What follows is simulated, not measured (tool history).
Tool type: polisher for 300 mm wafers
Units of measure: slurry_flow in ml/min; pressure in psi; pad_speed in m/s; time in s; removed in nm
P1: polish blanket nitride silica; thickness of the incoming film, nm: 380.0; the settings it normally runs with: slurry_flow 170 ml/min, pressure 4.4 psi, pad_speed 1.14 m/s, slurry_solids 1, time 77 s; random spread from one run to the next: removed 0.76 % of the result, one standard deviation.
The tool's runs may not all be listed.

run	hour	slurry_flow	pressure	pad_speed	slurry_solids	time	removed
1	7.7	170	4.4	1.14	1	77	77.071
2	14.6	100	4.4	1.14	1	77	68.471
3	24.2	170	4.4	1.14	1	77	75.423
4	33.1	255	4.4	1.14	1	77	80.409
# hour 39.1: conditioning disc replaced and pad reconditioned
5	39.4	170	4.4	1.66	1	77	102.54
# hour 39.5: slurry nozzle cleaned
6	49.7	170	4.4	0.52	1	77	41.297
7	57.4	170	4.4	1.14	1.3	77	85.417
8	68.5	170	4.4	1.14	1.4	118	133.5
9	82	170	4.4	1.14	1	77	76.312
10	88	170	4.4	1.14	1	77	77
11	93.9	170	4.4	1.14	0.55	77	55.827
12	100.8	170	4.4	1.14	1	115	116.71
13	106.7	170	2	1.14	1	77	34.736
14	113.4	170	4.4	1.14	1	36	35.877
15	125.5	170	6.6	1.14	1	77	114.44
16	136.4	170	4.4	1.14	1	77	76.981
17	142.5	170	4.4	1.14	1	77	76.782
18	154.8	170	4.4	1.14	1	77	76.801
19	162.3	170	4.4	1.14	1	77	76.875
20	168.9	170	4.4	1.14	1	77	75.858
21	175.4	170	4.4	1.14	1	77	75.016
22	184.7	170	4.4	1.14	1	77	72.364
23	190.8	170	4.4	1.14	1	77	71.839
24	197.8	170	4.4	1.14	1	77	71.543
# hour 206.4: conditioning disc replaced and pad reconditioned
# hour 206.9: slurry blender recalibrated
25	208.8	170	4.4	1.14	1	77	71.682
26	217.4	170	4.4	1.14	1	77	70.981
# hour 220.1: worn pad replaced by a new one
27	229.3	170	4.4	1.14	1	77	70.779
28	240.9	170	4.4	1.14	1	77	70.841
29	249	170	4.4	1.14	1	77	70.276

Something has made what P1 gives creep away from where it was; the 2 causes below, each at its own stated size, fit the log equally well:
A: head's pressure below its setpoint, % = 8.44
B: slurry flow missing at the pad, % = 36.8
The drift started at roughly hour 162.3.
Other possible causes, and why each is ruled out:
removal rate lost through wear of the pad, %: its service at hour 220.1 followed the start of the drift and did not put the process back to its old value
abrasive missing from the slurry, %: its service at hour 206.9 followed the start of the drift and did not put the process back to its old value
time polished since the conditioner stopped cutting, s: its service at hour 206.4 followed the start of the drift and did not put the process back to its old value

Consider the 4 check runs below, whose results appear as question marks and each of which averages 3 wafers. Which one distinguishes the causes, in that each cause would give it a clearly different result?
check 1	257.1	170	4.4	1.14	1.2	112	?
check 2	257.1	170	2.6	1.14	1	47	?
check 3	257.1	170	3.1	0.7	1	77	?
check 4	257.1	120	4.4	1.14	1	77	?

Check results expected under each cause:
check	result	if A	if B
check 1	removed	110.58	110.58
check 2	removed	25.344	25.343
check 3	removed	33.513	33.512
check 4	removed	65.944	63.859
Distance between the nearest two causes, measured in the result of the check that separates them most: check 1 0 %; check 2 0 %; check 3 0 %; check 4 3.21 %
Only in check 4 would the causes give clearly different results; in the remaining checks their results would be nearly the same.

Check 4 was carried out, with these results: removed 64.089 nm. Which of the listed causes is responsible?

The correct cause is B, namely: slurry flow missing at the pad, %.

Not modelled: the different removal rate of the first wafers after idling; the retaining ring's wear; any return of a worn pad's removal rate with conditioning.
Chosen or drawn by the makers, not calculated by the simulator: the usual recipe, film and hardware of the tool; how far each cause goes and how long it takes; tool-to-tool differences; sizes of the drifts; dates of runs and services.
